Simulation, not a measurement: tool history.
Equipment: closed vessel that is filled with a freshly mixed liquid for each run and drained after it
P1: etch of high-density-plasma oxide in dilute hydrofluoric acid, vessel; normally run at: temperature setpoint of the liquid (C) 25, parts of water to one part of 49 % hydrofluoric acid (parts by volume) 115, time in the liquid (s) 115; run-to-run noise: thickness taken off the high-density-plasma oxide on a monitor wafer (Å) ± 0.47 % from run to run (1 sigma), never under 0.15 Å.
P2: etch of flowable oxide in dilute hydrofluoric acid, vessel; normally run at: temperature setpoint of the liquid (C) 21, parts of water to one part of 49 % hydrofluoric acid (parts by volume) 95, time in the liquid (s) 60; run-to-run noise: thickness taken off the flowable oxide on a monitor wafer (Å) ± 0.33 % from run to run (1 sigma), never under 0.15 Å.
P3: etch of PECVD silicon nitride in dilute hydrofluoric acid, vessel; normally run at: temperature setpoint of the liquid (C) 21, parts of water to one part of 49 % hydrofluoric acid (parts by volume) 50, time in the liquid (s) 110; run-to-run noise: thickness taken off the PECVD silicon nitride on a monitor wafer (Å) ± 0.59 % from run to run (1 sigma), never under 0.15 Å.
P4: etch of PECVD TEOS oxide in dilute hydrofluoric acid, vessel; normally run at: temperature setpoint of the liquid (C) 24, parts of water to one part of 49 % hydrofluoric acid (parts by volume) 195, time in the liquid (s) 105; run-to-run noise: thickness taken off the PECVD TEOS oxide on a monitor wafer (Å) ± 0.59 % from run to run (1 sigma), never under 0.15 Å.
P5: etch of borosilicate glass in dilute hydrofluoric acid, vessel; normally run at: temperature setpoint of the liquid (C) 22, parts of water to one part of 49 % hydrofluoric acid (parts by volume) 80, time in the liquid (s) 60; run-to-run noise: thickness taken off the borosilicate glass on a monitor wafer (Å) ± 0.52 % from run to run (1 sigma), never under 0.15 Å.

run    day  process that ran  temperature setpoint of the liquid (C)  parts of water to one part of 49 % hydrofluoric acid (parts by volume)  time in the liquid (s)  hours since the thermometer was replaced  hours since the hydrofluoric acid flow meter was replaced  thickness taken off the high-density-plasma oxide on a monitor wafer (Å)  thickness taken off the PECVD TEOS oxide on a monitor wafer (Å)  thickness taken off the PECVD silicon nitride on a monitor wafer (Å)  thickness taken off the borosilicate glass on a monitor wafer (Å)  thickness taken off the flowable oxide on a monitor wafer (Å)
  1  0.167                P1                                      25                                                                     115                     115                                     578.6                                                      788.2                                                                    56.841
  2  0.325                P1                                      25                                                                     115                     180                                     582.4                                                        792                                                                    87.883
  3  0.467                P1                                    21.5                                                                     115                     160                                     585.8                                                      795.4                                                                    68.402
  4  0.688                P4                                      24                                                                     195                     180                                     591.1                                                      800.7                                                                                                                                     78.685
  5  0.954                P3                                      21                                                                      50                     165                                     597.5                                                      807.1                                                                                                                                                                                                           77.497
  6  1.108                P1                                      25                                                                     115                      30                                     601.2                                                      810.8                                                                    14.842
  7   1.35                P3                                      21                                                                      75                     110                                       607                                                      816.6                                                                                                                                                                                                           34.735
  8  1.567                P4                                      24                                                                     195                     105                                     612.2                                                      821.8                                                                                                                                     45.766
  9  1.708                P3                                      17                                                                      50                     110                                     615.6                                                      825.2                                                                                                                                                                                                           38.893
 10  1.908                P5                                      22                                                                     120                      60                                     620.4                                                        830                                                                                                                                                                                                                                                                              153.89
 11  2.038                P5                                      17                                                                      80                      60                                     623.5                                                      833.1                                                                                                                                                                                                                                                                              194.39
 12  2.275                P4                                    18.5                                                                     195                     105                                     629.2                                                      838.8                                                                                                                                     37.153
 13    2.5                P1                                      25                                                                      55                     115                                     634.6                                                      844.2                                                                    128.37
 14  2.662                P2                                      21                                                                      20                      60                                     638.5                                                      848.1                                                                                                                                                                                                                                                                                                                                             917.31
 15  2.908                P2                                      21                                                                      95                      30                                     644.4                                                        854                                                                                                                                                                                                                                                                                                                                             88.196
 16  3.142                P1                                      25                                                                     175                     115                                       650                                                      859.6                                                                    34.529
 17  3.392                P1                                      25                                                                     115                     115                                       656                                                      865.6                                                                    56.567
 18   3.65                P1                                      25                                                                     115                     115                                     662.2                                                      871.8                                                                    56.474
 19  3.829                P3                                      21                                                                      50                     110                                     666.5                                                      876.1                                                                                                                                                                                                           52.042
 20  4.062                P1                                      25                                                                     115                     115                                     672.1                                                      881.7                                                                    56.847
 21  4.346                P5                                      22                                                                      80                      30                                     678.9                                                      888.5                                                                                                                                                                                                                                                                               120.2
 22   4.55                P1                                    30.5                                                                     115                     115                                     683.8                                                      893.4                                                                     69.88
 23   4.75                P4                                      24                                                                     345                     105                                     688.6                                                      898.2                                                                                                                                     22.178
 24  4.933                P5                                      22                                                                      80                      60                                       693                                                      902.6                                                                                                                                                                                                                                                                              242.19
 25  5.092                P1                                      25                                                                     115                     115                                     696.8                                                      906.4                                                                    57.152
 26  5.308                P2                                      21                                                                      95                      60                                       702                                                      911.6                                                                                                                                                                                                                                                                                                                                              176.6
 27  5.454                P1                                      20                                                                     115                     115                                     705.5                                                      915.1                                                                    46.744
 28  5.712                P4                                      24                                                                     195                     105                                     711.7                                                      921.3                                                                                                                                     45.802
 29  5.967                P2                                      17                                                                      95                      60                                     717.8                                                      927.4                                                                                                                                                                                                                                                                                                                                             148.64
 30  6.188                P5                                      22                                                                      80                      60                                     723.1                                                      932.7                                                                                                                                                                                                                                                                              242.27
 31  6.433                P1                                      25                                                                     115                     115                                       729                                                      938.6                                                                    56.468
 32  6.633                P1                                      25                                                                     115                     115                                     733.8                                                      943.4                                                                    58.122
 33  6.829                P1                                      25                                                                     115                     115                                     738.5                                                      948.1                                                                    58.846
 34  7.062                P1                                      25                                                                     115                     115                                     744.1                                                      953.7                                                                    59.233
 35  7.267                P1                                      25                                                                     115                     115                                       749                                                      958.6                                                                    60.026
 36  7.458                P1                                      25                                                                     115                     115                                     753.6                                                      963.2                                                                    60.335
 37  7.654                P1                                      25                                                                     115                     115                                     758.3                                                      967.9                                                                    60.551
 38  7.812                P1                                      25                                                                     115                     115                                     762.1                                                      971.7                                                                    60.335
 39  8.033                P1                                      25                                                                     115                     115                                     767.4                                                        977                                                                    60.676
 40  8.179                P1                                      25                                                                     115                     115                                     770.9                                                      980.5                                                                    60.404

Something has made what P1 gives creep away from where it was; the 2 causes below, each at its own stated size, fit the log equally well:
A: liquid hotter than its thermometer reads (K) = 1.74
B: hydrofluoric acid flow above the setpoint (%) = 6.06
Creep in the process output first set in at about day 6.433.

Which of the 4 check runs listed below separates the causes, so that each cause would produce a clearly different result? Each run uses one wafer, and its results are marked with question marks.
check 1  8.325                P2                                      21                                                                      95                      60                                                                                                                                                                                                                                                                                                                                                                                                                                                       ?
check 2  8.325                P4                                      24                                                                     195                     105                                                                                                                                                                                                                                               ?
check 3  8.325                P5                                      22                                                                      80                      60                                                                                                                                                                                                                                                                                                                                                                                        ?
check 4  8.325                P3                                      21                                                                      50                     110                                                                                                                                                                                                                                                                                                                     ?

If the cause were each of the candidates in turn, the checks would give the following:
  check                                                                result    if A    if B
check 1         thickness taken off the flowable oxide on a monitor wafer (Å)  189.18  188.16
check 2       thickness taken off the PECVD TEOS oxide on a monitor wafer (Å)  48.915  49.261
check 3     thickness taken off the borosilicate glass on a monitor wafer (Å)  260.19  258.56
check 4  thickness taken off the PECVD silicon nitride on a monitor wafer (Å)  58.458  54.951
Separation of the two closest causes in each check, using whichever result separates them best: check 1 0.54 %; check 2 0.7 %; check 3 0.63 %; check 4 6.19 %
Check 4 distinguishes between the causes, while the remaining checks would return nearly the same result for all of them.

Running check 4 produced the following: thickness taken off the PECVD silicon nitride on a monitor wafer (Å) 54.461. Which one of the listed causes fits?

It was cause B: hydrofluoric acid flow above the setpoint (%).
